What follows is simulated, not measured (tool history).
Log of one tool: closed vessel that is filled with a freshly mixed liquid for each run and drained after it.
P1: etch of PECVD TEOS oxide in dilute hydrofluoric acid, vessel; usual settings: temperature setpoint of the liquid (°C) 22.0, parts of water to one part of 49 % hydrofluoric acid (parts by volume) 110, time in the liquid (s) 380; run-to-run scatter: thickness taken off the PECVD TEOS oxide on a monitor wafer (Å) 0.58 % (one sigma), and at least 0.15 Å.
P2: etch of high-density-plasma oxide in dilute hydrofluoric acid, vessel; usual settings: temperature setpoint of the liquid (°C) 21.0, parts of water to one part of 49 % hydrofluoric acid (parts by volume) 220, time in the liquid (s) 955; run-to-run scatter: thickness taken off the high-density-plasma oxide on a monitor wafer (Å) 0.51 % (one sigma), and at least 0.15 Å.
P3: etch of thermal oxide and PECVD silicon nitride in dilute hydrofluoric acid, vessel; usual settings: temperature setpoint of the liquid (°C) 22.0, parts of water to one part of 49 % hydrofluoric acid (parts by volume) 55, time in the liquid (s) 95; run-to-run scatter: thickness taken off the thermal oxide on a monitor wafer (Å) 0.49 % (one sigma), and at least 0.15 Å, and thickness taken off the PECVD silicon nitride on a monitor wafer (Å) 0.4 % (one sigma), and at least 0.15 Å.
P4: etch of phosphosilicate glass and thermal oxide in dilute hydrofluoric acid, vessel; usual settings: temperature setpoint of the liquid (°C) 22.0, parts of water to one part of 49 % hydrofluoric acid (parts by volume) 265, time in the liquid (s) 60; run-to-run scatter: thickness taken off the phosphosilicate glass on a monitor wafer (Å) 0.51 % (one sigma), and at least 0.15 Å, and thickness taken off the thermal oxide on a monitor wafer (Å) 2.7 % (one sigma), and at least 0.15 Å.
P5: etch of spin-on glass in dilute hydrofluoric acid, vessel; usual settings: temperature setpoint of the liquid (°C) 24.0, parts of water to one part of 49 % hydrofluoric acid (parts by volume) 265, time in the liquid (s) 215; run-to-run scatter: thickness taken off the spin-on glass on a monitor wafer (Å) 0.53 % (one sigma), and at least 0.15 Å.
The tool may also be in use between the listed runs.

run   hour  process that ran  temperature setpoint of the liquid (°C)  parts of water to one part of 49 % hydrofluoric acid (parts by volume)  time in the liquid (s)  hours since the thermometer was replaced  hours since the hydrofluoric acid flow meter was replaced  thickness taken off the PECVD TEOS oxide on a monitor wafer (Å)  thickness taken off the phosphosilicate glass on a monitor wafer (Å)  thickness taken off the thermal oxide on a monitor wafer (Å)  thickness taken off the spin-on glass on a monitor wafer (Å)  thickness taken off the high-density-plasma oxide on a monitor wafer (Å)  thickness taken off the PECVD silicon nitride on a monitor wafer (Å)
  1   14.2                P1                                     22.0                                                                     110                     380                                    1587.6                                                      399.3                                                           357.99
  2   30.3                P1                                     22.0                                                                     195                     230                                    1603.7                                                      415.4                                                           110.36
  3   42.9                P4                                     22.0                                                                     265                      30                                    1616.3                                                      428.0                                                                                                                                 170.50                                                        3.8804
  4   57.1                P1                                     17.0                                                                     110                     380                                    1630.5                                                      442.2                                                           285.15
  5   65.8                P4                                     22.0                                                                     265                      60                                    1639.2                                                      450.9                                                                                                                                 343.37                                                        8.3469
  6   81.2                P5                                     24.0                                                                     265                     415                                    1654.6                                                      466.3                                                                                                                                                                                                                                                             534.76
  7   89.2                P2                                     21.0                                                                     305                     955                                    1662.6                                                      474.3                                                                                                                                                                                                                                                                                                                                       213.73
  8  100.9                P5                                     24.0                                                                     265                     215                                    1674.3                                                      486.0                                                                                                                                                                                                                                                             276.41
  9  114.3                P4                                     22.0                                                                      60                      60                                    1687.7                                                      499.4                                                                                                                                1890.80                                                       44.8790
 10  130.4                P1                                     22.0                                                                     110                     380                                    1703.8                                                      515.5                                                           356.04
 11  141.5                P4                                     22.0                                                                     265                      60                                    1714.9                                                      526.6                                                                                                                                 344.93                                                        8.1267
 12  152.5                P1                                     22.0                                                                     185                     380                                    1725.9                                                      537.6                                                           195.62
 13  165.7                P3                                     28.5                                                                      55                      95                                    1739.1                                                      550.8                                                                                                                                                                                             101.9800                                                                                                                                                                                                        94.641
     174.9  -- hydrofluoric acid flow meter replaced
 14  179.7                P3                                     22.0                                                                      55                      95                                    1753.1                                                        4.8                                                                                                                                                                                              79.3260                                                                                                                                                                                                        60.981
 15  195.8                P1                                     22.0                                                                     110                     380                                    1769.2                                                       20.9                                                           354.70
 16  210.8                P1                                     22.0                                                                     110                     675                                    1784.2                                                       35.9                                                           623.93
 17  224.4                P3                                     22.0                                                                     100                      95                                    1797.8                                                       49.5                                                                                                                                                                                              41.0460                                                                                                                                                                                                        33.865
 18  234.6                P1                                     22.0                                                                     110                     150                                    1808.0                                                       59.7                                                           139.97
 19  245.9                P2                                     21.0                                                                     220                    1730                                    1819.3                                                       71.0                                                                                                                                                                                                                                                                                                                                       581.63
 20  253.5                P1                                     22.0                                                                     110                     380                                    1826.9                                                       78.6                                                           354.57
 21  264.5                P5                                     24.0                                                                      50                     215                                    1837.9                                                       89.6                                                                                                                                                                                                                                                            1861.20
 22  280.8                P1                                     22.0                                                                      20                     380                                    1854.2                                                      105.9                                                          2156.60
 23  294.6                P2                                     21.0                                                                     220                     955                                    1868.0                                                      119.7                                                                                                                                                                                                                                                                                                                                       319.41
 24  306.2                P2                                     21.0                                                                     220                     955                                    1879.6                                                      131.3                                                                                                                                                                                                                                                                                                                                       320.70
 25  316.5                P4                                     17.0                                                                     265                      60                                    1889.9                                                      141.6                                                                                                                                 286.35                                                        6.7756
 26  326.8                P3                                     22.0                                                                      55                      30                                    1900.2                                                      151.9                                                                                                                                                                                              24.7200                                                                                                                                                                                                        19.504
     339.2  -- thermometer replaced
 27  340.0                P5                                     29.0                                                                     265                     215                                       0.9                                                      165.1                                                                                                                                                                                                                                                             329.48
 28  351.3                P2                                     17.0                                                                     220                     955                                      12.2                                                      176.4                                                                                                                                                                                                                                                                                                                                       272.93
 29  359.3                P1                                     22.0                                                                     110                     380                                      20.2                                                      184.4                                                           356.94
 30  367.5                P1                                     28.5                                                                     170                     380                                      28.4                                                      192.6                                                           278.05
 31  379.6                P1                                     27.0                                                                     110                     380                                      40.5                                                      204.7                                                           435.08
 32  388.9                P1                                     22.0                                                                     110                     380                                      49.8                                                      214.0                                                           357.17
 33  398.2                P1                                     22.0                                                                     110                     380                                      59.1                                                      223.3                                                           344.41
 34  413.5                P1                                     22.0                                                                     110                     380                                      74.4                                                      238.6                                                           336.46
 35  427.5                P1                                     22.0                                                                     110                     380                                      88.4                                                      252.6                                                           335.17
 36  443.4                P1                                     22.0                                                                     110                     380                                     104.3                                                      268.5                                                           335.34
 37  453.4                P1                                     22.0                                                                     110                     380                                     114.3                                                      278.5                                                           334.09
 38  462.0                P1                                     22.0                                                                     110                     380                                     122.9                                                      287.1                                                           336.74

What P1 gives has crept away from where it was. These 2 causes fit the log equally well, each at the size given:
A: hydrofluoric acid flow below the setpoint (%) = 5.22
B: liquid colder than its thermometer reads (K) = 1.51
The creep began at about hour 388.9.

4 check runs are offered, each on 2 wafers whose results are averaged, their results left as question marks. Which one tells the causes apart?
check 1  470.6                P5                                     24.0                                                                     150                     215                                                                                                                                                                                                                                                                                                                                                                       ?
check 2  470.6                P4                                     22.0                                                                     115                      60                                                                                                                                                                                                                                           ?                                                             ?
check 3  470.6                P3                                     28.0                                                                      55                      30                                                                                                                                                                                                                                                                                                         ?                                                                                                                                                                                                             ?
check 4  470.6                P2                                     17.0                                                                     220                     955                                                                                                                                                                                                                                                                                                                                                                                                                                                 ?

What each check would give under each cause:
  check                                                                    result     if A     if B
check 1              thickness taken off the spin-on glass on a monitor wafer (Å)   519.24   521.75
check 2      thickness taken off the phosphosilicate glass on a monitor wafer (Å)   870.27   870.34
check 2              thickness taken off the thermal oxide on a monitor wafer (Å)  20.6360  20.6370
check 3              thickness taken off the thermal oxide on a monitor wafer (Å)  29.8240  29.7560
check 3      thickness taken off the PECVD silicon nitride on a monitor wafer (Å)   27.262   26.033
check 4  thickness taken off the high-density-plasma oxide on a monitor wafer (Å)   257.40   258.52
How far apart the two closest causes lie, in the result that separates them most: check 1 0.48 %; check 2 0.01 %; check 3 4.61 %; check 4 0.44 %
Check 3 tells the causes apart: in the others they would give nearly the same result.

Check 3 was then run and gave: thickness taken off the thermal oxide on a monitor wafer (Å) 29.8700; thickness taken off the PECVD silicon nitride on a monitor wafer (Å) 27.499. Which cause is it?

It is A: hydrofluoric acid flow below the setpoint (%).
